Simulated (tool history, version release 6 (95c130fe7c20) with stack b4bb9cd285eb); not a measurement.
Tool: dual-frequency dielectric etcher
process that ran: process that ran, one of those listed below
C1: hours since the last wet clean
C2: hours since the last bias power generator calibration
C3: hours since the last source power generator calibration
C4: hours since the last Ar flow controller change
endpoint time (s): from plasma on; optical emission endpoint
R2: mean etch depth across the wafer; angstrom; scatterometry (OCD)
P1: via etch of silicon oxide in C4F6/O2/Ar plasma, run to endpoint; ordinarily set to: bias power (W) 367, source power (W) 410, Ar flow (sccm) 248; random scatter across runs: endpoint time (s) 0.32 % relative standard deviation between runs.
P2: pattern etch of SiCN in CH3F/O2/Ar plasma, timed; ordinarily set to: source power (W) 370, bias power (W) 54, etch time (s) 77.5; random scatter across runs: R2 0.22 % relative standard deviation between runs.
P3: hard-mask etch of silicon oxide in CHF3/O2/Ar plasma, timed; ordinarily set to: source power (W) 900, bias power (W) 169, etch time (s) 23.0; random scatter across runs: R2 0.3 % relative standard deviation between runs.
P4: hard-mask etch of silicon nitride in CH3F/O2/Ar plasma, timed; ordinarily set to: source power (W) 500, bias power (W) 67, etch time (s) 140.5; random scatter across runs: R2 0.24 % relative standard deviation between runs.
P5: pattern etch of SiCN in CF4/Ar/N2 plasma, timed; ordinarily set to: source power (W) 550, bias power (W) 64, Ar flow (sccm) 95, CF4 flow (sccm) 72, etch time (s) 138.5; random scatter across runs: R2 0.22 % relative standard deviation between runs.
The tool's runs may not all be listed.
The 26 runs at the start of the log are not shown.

Run 27, hour 233.8: process that ran P1, bias power (W) 367, source power (W) 410, Ar flow (sccm) 248; C1 331.5; C2 567.4; C3 138.5; C4 4991.1. Result: endpoint time (s) 29.911.
Run 28, hour 241.7: process that ran P5, bias power (W) 89, source power (W) 550, Ar flow (sccm) 95, etch time (s) 138.5, CF4 flow (sccm) 72; C1 339.4; C2 575.3; C3 146.4; C4 4999.0. Result: R2 1524.50 angstrom.
Run 29, hour 250.8: process that ran P3, bias power (W) 169, source power (W) 900, etch time (s) 23.0; C1 348.5; C2 584.4; C3 155.5; C4 5008.1. Result: R2 511.97 angstrom.
Run 30, hour 263.4: process that ran P5, bias power (W) 64, source power (W) 550, Ar flow (sccm) 95, etch time (s) 138.5, CF4 flow (sccm) 72; C1 361.1; C2 597.0; C3 168.1; C4 5020.7. Result: R2 1362.20 angstrom.
Run 31, hour 274.9: process that ran P2, bias power (W) 54, source power (W) 230, etch time (s) 77.5; C1 372.6; C2 608.5; C3 179.6; C4 5032.2. Result: R2 212.44 angstrom.
Run 32, hour 284.0: process that ran P1, bias power (W) 367, source power (W) 410, Ar flow (sccm) 248; C1 381.7; C2 617.6; C3 188.7; C4 5041.3. Result: endpoint time (s) 29.950.
Run 33, hour 291.2: process that ran P1, bias power (W) 367, source power (W) 410, Ar flow (sccm) 248; C1 388.9; C2 624.8; C3 195.9; C4 5048.5. Result: endpoint time (s) 29.768.
Run 34, hour 300.5: process that ran P1, bias power (W) 367, source power (W) 410, Ar flow (sccm) 248; C1 398.2; C2 634.1; C3 205.2; C4 5057.8. Result: endpoint time (s) 29.765.
Run 35, hour 311.4: process that ran P1, bias power (W) 367, source power (W) 410, Ar flow (sccm) 248; C1 409.1; C2 645.0; C3 216.1; C4 5068.7. Result: endpoint time (s) 29.608.
Run 36, hour 322.9: process that ran P1, bias power (W) 367, source power (W) 410, Ar flow (sccm) 248; C1 420.6; C2 656.5; C3 227.6; C4 5080.2. Result: endpoint time (s) 29.447.
At hour 326.4: Ar flow controller replaced.
Run 37, hour 329.3: process that ran P1, bias power (W) 367, source power (W) 410, Ar flow (sccm) 248; C1 427.0; C2 662.9; C3 234.0; C4 2.9. Result: endpoint time (s) 29.527.
At hour 332.1: wet clean of the chamber.
Run 38, hour 335.2: process that ran P1, bias power (W) 367, source power (W) 410, Ar flow (sccm) 248; C1 3.1; C2 668.8; C3 239.9; C4 8.8. Result: endpoint time (s) 29.602.
Run 39, hour 345.3: process that ran P1, bias power (W) 367, source power (W) 410, Ar flow (sccm) 248; C1 13.2; C2 678.9; C3 250.0; C4 18.9. Result: endpoint time (s) 29.516.
Run 40, hour 352.0: process that ran P1, bias power (W) 367, source power (W) 410, Ar flow (sccm) 248; C1 19.9; C2 685.6; C3 256.7; C4 25.6. Result: endpoint time (s) 29.653.
Run 41, hour 359.1: process that ran P1, bias power (W) 367, source power (W) 410, Ar flow (sccm) 248; C1 27.0; C2 692.7; C3 263.8; C4 32.7. Result: endpoint time (s) 29.634.

Expected results for the next run?
Run 42, hour 369.5: process that ran P1, bias power (W) 367, source power (W) 410, Ar flow (sccm) 248; C1 37.4; C2 703.1; C3 274.2; C4 43.1. Result: endpoint time (s) ?.

endpoint time (s): 29.641

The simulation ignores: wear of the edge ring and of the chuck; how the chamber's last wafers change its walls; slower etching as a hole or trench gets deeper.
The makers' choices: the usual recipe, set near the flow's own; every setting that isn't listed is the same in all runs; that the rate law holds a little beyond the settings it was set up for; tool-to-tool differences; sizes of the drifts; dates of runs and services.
